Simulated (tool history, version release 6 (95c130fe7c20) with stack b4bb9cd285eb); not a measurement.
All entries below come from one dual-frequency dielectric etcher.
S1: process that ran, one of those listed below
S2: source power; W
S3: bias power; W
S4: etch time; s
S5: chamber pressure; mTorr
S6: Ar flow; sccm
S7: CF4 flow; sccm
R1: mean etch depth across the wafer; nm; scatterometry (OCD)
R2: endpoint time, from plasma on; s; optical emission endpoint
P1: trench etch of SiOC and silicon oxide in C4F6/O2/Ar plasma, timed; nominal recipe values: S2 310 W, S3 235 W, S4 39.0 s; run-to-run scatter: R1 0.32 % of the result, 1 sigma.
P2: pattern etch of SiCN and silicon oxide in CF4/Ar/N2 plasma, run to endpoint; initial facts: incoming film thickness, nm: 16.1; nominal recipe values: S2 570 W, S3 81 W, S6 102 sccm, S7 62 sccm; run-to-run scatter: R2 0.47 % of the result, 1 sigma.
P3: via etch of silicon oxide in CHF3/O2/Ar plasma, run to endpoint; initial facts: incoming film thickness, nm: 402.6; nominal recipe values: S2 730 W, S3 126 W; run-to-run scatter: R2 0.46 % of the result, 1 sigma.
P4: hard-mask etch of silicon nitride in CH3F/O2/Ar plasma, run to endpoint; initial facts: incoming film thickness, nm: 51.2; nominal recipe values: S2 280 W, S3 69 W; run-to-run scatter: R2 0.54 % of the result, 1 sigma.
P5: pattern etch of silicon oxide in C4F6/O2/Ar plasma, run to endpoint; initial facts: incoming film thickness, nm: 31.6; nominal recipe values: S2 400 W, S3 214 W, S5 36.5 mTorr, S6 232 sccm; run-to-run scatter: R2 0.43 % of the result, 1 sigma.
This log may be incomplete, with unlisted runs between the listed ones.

run,day,S1,S2,S3,S4,S5,S6,S7,R1,R2
1,0.542,P1,310,235,39.0,,,,73.395,
2,1.008,P1,310,235,28.5,,,,53.788,
3,1.525,P5,400,158,,36.5,232,,,10.1030
4,2.075,P4,280,69,,,,,,83.9080
5,2.442,P2,800,81,,,102,62,,11.3140
6,3.012,P1,310,235,39.0,,,,73.996,
7,3.450,P1,310,235,39.0,,,,73.716,
8,3.962,P2,570,81,,,102,81,,14.7040
9,4.333,P1,310,235,39.0,,,,73.982,
10,4.658,P1,310,302,39.0,,,,80.196,
11,5.208,P5,240,214,,36.5,232,,,11.1570
12,5.579,P1,310,235,57.5,,,,108.850,
13,6.108,P1,400,235,28.0,,,,58.157,
14,6.625,P1,410,235,51.5,,,,108.650,
15,6.925,P1,310,167,39.0,,,,65.395,
16,7.517,P4,280,51,,,,,,93.7720
17,8.062,P1,430,235,39.0,,,,83.781,
18,8.425,P5,400,214,,36.5,232,,,9.1011
19,8.958,P4,280,69,,,,,,84.1160
20,9.254,P3,730,126,,,,,,215.1900
21,9.654,P4,230,69,,,,,,89.7710
22,10.092,P1,210,235,39.0,,,,63.440,
23,10.371,P1,210,235,25.0,,,,40.435,
24,10.879,P2,570,81,,,102,62,,15.0790
25,11.329,P1,310,235,39.0,,,,73.693,
26,11.904,P2,570,52,,,102,62,,17.5620
27,12.488,P3,890,126,,,,,,198.9900
28,13.079,P1,310,235,39.0,,,,73.839,
29,13.400,P2,570,81,,,102,62,,15.2460
30,13.792,P2,570,81,,,130,62,,15.7920
31,14.175,P5,400,214,,49.0,232,,,9.4575
32,14.579,P5,400,214,,36.5,309,,,9.3471
33,14.900,P3,730,126,,,,,,214.4700
34,15.442,P3,730,96,,,,,,234.6400
35,15.833,P1,310,235,39.0,,,,73.895,
36,16.292,P1,310,235,39.0,,,,74.042,
37,16.875,P1,310,235,39.0,,,,74.763,
38,17.375,P1,310,235,39.0,,,,74.536,
# day 17.492: wet clean of the chamber
39,17.850,P1,310,235,39.0,,,,74.924,
40,18.325,P1,310,235,39.0,,,,74.553,
41,18.783,P1,310,235,39.0,,,,74.613,
42,19.225,P1,310,235,39.0,,,,74.907,
43,19.658,P1,310,235,39.0,,,,74.943,

What P1 gives has crept away from where it was. These 2 causes fit the log equally well, each at the size given:
A: bias power that arrives over what is set, % = 4.81
B: source power that arrives over what is set, % = 4.29
Onset of the creep was near day 15.833.
Ruled out, with reasons:
chamber walls in a state that raises the etch rate, %: maintenance at day 17.492, after the shift began, did not return the process to its former output

Below are 4 check runs, each averaged over 3 wafers, with their results shown as question marks. Which of them would give clearly different results depending on which cause is behind the drift?
check 1,20.092,P3,730,126,,,,,,?
check 2,20.092,P4,280,69,,,,,,?
check 3,20.092,P2,570,81,,,102,62,,?
check 4,20.092,P5,400,214,,36.5,232,,,?

How each check would come out, cause by cause:
check,result,if A,if B
check 1,R2,212.2300,211.7900
check 2,R2,82.7460,82.7970
check 3,R2,14.9800,14.6750
check 4,R2,8.9879,8.9813
Per-check spread between the two closest causes, in the result where they differ most: check 1 0.21 %; check 2 0.06 %; check 3 2.05 %; check 4 0.07 %
Check 3 is the one run that separates the causes; every other check would come out nearly the same whichever cause is at work.

Then check 3 was run and gave: R2 14.6250 s. Which cause is it?

Of the candidate causes, it is B: source power that arrives over what is set, %.
